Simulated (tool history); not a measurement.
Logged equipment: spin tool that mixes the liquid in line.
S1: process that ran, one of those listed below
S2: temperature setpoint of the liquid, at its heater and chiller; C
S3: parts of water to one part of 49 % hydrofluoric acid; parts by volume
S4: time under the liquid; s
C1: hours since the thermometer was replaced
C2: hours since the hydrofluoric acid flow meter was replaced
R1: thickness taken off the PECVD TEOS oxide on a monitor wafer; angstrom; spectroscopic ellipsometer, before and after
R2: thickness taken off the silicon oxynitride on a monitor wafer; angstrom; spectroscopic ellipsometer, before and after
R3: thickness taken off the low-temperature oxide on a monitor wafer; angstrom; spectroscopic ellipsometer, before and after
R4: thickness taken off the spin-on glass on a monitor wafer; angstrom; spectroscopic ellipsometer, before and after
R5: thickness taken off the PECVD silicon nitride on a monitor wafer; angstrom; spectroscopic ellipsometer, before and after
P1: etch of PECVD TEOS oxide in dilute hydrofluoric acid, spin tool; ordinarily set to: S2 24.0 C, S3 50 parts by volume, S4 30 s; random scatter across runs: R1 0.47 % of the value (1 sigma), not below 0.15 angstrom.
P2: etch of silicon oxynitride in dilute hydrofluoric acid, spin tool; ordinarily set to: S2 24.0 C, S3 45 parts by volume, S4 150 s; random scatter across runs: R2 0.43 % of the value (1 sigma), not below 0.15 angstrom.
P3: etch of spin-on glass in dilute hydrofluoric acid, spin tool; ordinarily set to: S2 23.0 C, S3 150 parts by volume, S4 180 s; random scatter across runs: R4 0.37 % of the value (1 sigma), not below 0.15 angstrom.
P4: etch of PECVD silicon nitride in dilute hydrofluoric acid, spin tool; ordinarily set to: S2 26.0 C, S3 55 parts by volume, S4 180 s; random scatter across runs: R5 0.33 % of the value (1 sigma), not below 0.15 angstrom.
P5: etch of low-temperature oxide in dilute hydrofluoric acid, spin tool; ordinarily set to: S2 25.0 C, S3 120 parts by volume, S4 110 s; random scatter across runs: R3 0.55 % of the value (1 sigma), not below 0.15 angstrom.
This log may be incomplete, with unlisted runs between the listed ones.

run	hour	S1	S2	S3	S4	C1	C2	R1	R2	R3	R4	R5
1	13.1	P1	24.0	50	30	747.3	1485.2	131.660				
2	25.1	P1	24.0	50	30	759.3	1497.2	132.160				
3	35.6	P2	24.0	45	150	769.8	1507.7		136.890			
4	45.9	P5	25.0	120	110	780.1	1518.0			331.070		
5	59.8	P5	25.0	120	110	794.0	1531.9			327.940		
6	75.1	P3	27.0	150	180	809.3	1547.2				430.60	
7	84.1	P1	19.0	50	30	818.3	1556.2	106.810				
8	91.4	P5	25.0	180	110	825.6	1563.5			204.690		
9	105.6	P1	24.0	90	30	839.8	1577.7	69.467				
10	121.3	P1	24.0	50	30	855.5	1593.4	131.090				
11	134.1	P1	24.0	50	15	868.3	1606.2	65.404				
12	144.0	P2	24.0	45	150	878.2	1616.1		137.030			
13	154.6	P1	24.0	85	15	888.8	1626.7	36.872				
14	164.4	P4	26.0	80	180	898.6	1636.5					44.134
15	173.9	P1	28.5	50	30	908.1	1646.0	157.070				
16	184.5	P3	23.0	150	180	918.7	1656.6				370.27	
17	200.2	P4	18.5	55	180	934.4	1672.3					38.063
18	213.9	P5	25.0	120	15	948.1	1686.0			45.101		
19	224.1	P3	23.0	150	180	958.3	1696.2				369.10	
20	240.8	P2	24.0	45	15	975.0	1712.9		13.869			
21	253.0	P5	30.0	120	110	987.2	1725.1			398.930		
22	263.7	P3	23.0	35	180	997.9	1735.8				1818.20	
23	278.7	P1	24.0	50	60	1012.9	1750.8	263.080				
24	293.9	P3	23.0	150	310	1028.1	1766.0				639.65	
25	302.2	P1	24.0	50	30	1036.4	1774.3	132.340				
26	316.5	P4	26.0	55	180	1050.7	1788.6					63.260
27	327.3	P4	26.0	55	35	1061.5	1799.4					12.252
28	337.1	P2	30.5	45	150	1071.3	1809.2		186.350			
29	345.2	P1	24.0	25	30	1079.4	1817.3	273.370				
30	356.4	P2	24.0	70	150	1090.6	1828.5		86.056			
31	370.2	P1	24.0	50	30	1104.4	1842.3	130.720				
32	385.8	P1	24.0	50	30	1120.0	1857.9	137.950				
33	398.5	P1	24.0	50	30	1132.7	1870.6	138.260				
34	408.5	P1	24.0	50	30	1142.7	1880.6	140.860				
35	415.7	P1	24.0	50	30	1149.9	1887.8	139.170				
36	432.3	P1	24.0	50	30	1166.5	1904.4	139.210				
37	440.4	P1	24.0	50	30	1174.6	1912.5	140.300				

The output of P1 has drifted from where it used to be. Each of the 2 causes below, taken at the size shown beside it, accounts for the log equally well:
A: liquid hotter than its thermometer reads (K) = 1.63
B: hydrofluoric acid flow above the setpoint (%) = 6.46
The gradual shift began around hour 370.2.

Consider the 4 check runs below, whose results appear as question marks and each of which averages 3 wafers. Which one distinguishes the causes, in that each cause would give it a clearly different result?
check 1	448.5	P2	24.0	65	20				?			
check 2	448.5	P3	23.0	60	180						?	
check 3	448.5	P4	19.5	55	50							?
check 4	448.5	P5	25.0	120	15					?		

How each check would come out, cause by cause:
check	result	if A	if B
check 1	R2	13.445	13.280
check 2	R4	1100.90	1101.60
check 3	R5	12.694	12.053
check 4	R3	47.764	48.194
Per-check spread between the two closest causes, in the result where they differ most: check 1 1.24 %; check 2 0.06 %; check 3 5.18 %; check 4 0.9 %
The causes can be told apart only by check 3. The other checks would give nearly the same results under each of them.

The results of check 3 are: R5 12.050 angstrom. Based on these, which of the listed causes is it?

B is the cause: hydrofluoric acid flow above the setpoint (%).
